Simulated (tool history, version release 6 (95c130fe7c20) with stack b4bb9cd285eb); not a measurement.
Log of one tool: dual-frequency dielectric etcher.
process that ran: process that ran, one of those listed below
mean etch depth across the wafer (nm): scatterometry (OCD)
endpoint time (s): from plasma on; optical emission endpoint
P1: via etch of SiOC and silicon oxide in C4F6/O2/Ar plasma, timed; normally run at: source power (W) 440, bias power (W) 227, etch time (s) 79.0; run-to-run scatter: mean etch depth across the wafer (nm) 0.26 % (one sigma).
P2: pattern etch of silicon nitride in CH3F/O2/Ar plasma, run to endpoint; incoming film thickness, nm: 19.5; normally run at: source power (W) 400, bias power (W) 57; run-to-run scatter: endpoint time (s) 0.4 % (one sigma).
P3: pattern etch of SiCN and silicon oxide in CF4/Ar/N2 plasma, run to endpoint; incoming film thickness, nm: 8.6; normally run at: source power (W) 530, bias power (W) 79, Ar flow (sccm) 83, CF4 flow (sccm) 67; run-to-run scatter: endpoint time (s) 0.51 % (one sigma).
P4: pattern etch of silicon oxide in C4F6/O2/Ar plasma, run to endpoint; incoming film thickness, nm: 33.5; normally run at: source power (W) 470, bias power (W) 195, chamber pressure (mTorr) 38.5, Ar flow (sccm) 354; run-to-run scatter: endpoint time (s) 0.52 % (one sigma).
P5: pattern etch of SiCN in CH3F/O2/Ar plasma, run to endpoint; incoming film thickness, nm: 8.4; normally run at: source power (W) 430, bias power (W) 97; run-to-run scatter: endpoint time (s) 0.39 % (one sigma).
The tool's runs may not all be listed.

| run | hour | process that ran | source power (W) | bias power (W) | etch time (s) | chamber pressure (mTorr) | Ar flow (sccm) | CF4 flow (sccm) | mean etch depth across the wafer (nm) | endpoint time (s) |
|---|---|---|---|---|---|---|---|---|---|---|
| 1 | 13.6 | P1 | 440 | 227 | 79.0 |  |  |  | 98.686 |  |
| 2 | 21.8 | P1 | 440 | 227 | 79.0 |  |  |  | 98.798 |  |
| 3 | 35.4 | P1 | 440 | 227 | 43.5 |  |  |  | 54.041 |  |
| 4 | 47.3 | P4 | 470 | 195 |  | 38.5 | 354 |  |  | 10.1280 |
| 5 | 62.5 | P3 | 530 | 79 |  |  | 83 | 67 |  | 8.0539 |
| 6 | 77.4 | P4 | 320 | 195 |  | 38.5 | 354 |  |  | 11.7140 |
|  | 88.7 | wet clean of the chamber |
| 7 | 92.1 | P2 | 290 | 57 |  |  |  |  |  | 33.4720 |
| 8 | 107.8 | P3 | 530 | 63 |  |  | 83 | 67 |  | 8.7532 |
| 9 | 125.4 | P5 | 430 | 124 |  |  |  |  |  | 17.8770 |
| 10 | 141.7 | P3 | 410 | 79 |  |  | 83 | 67 |  | 10.0850 |
| 11 | 151.0 | P1 | 440 | 227 | 79.0 |  |  |  | 97.982 |  |
| 12 | 163.2 | P4 | 470 | 195 |  | 38.5 | 442 |  |  | 10.3380 |
| 13 | 176.0 | P1 | 440 | 269 | 79.0 |  |  |  | 104.110 |  |
| 14 | 193.9 | P3 | 530 | 79 |  |  | 49 | 67 |  | 7.5568 |
| 15 | 209.0 | P4 | 470 | 195 |  | 30.0 | 354 |  |  | 9.7467 |
| 16 | 218.9 | P4 | 470 | 195 |  | 38.5 | 354 |  |  | 10.1160 |
| 17 | 232.4 | P4 | 470 | 244 |  | 38.5 | 354 |  |  | 9.4324 |
| 18 | 244.8 | P1 | 440 | 227 | 79.0 |  |  |  | 98.750 |  |
| 19 | 257.5 | P1 | 440 | 227 | 79.0 |  |  |  | 98.623 |  |
| 20 | 268.6 | P3 | 530 | 79 |  |  | 83 | 91 |  | 7.6494 |
| 21 | 280.1 | P1 | 300 | 227 | 79.0 |  |  |  | 85.017 |  |
| 22 | 298.2 | P1 | 440 | 163 | 79.0 |  |  |  | 88.373 |  |
| 23 | 311.1 | P1 | 440 | 227 | 106.5 |  |  |  | 132.570 |  |
| 24 | 319.5 | P1 | 440 | 304 | 109.5 |  |  |  | 150.650 |  |
| 25 | 338.2 | P5 | 300 | 97 |  |  |  |  |  | 22.2370 |
| 26 | 346.6 | P1 | 440 | 227 | 79.0 |  |  |  | 98.455 |  |
| 27 | 362.7 | P2 | 400 | 57 |  |  |  |  |  | 29.2330 |
| 28 | 377.0 | P1 | 520 | 227 | 79.0 |  |  |  | 104.770 |  |
| 29 | 387.7 | P2 | 400 | 69 |  |  |  |  |  | 27.3760 |

Run 30 comes next. What will it give?
| 30 | 398.0 | P5 | 430 | 97 |  |  |  |  |  | ? |

Run 30 gave endpoint time (s) 19.5510.
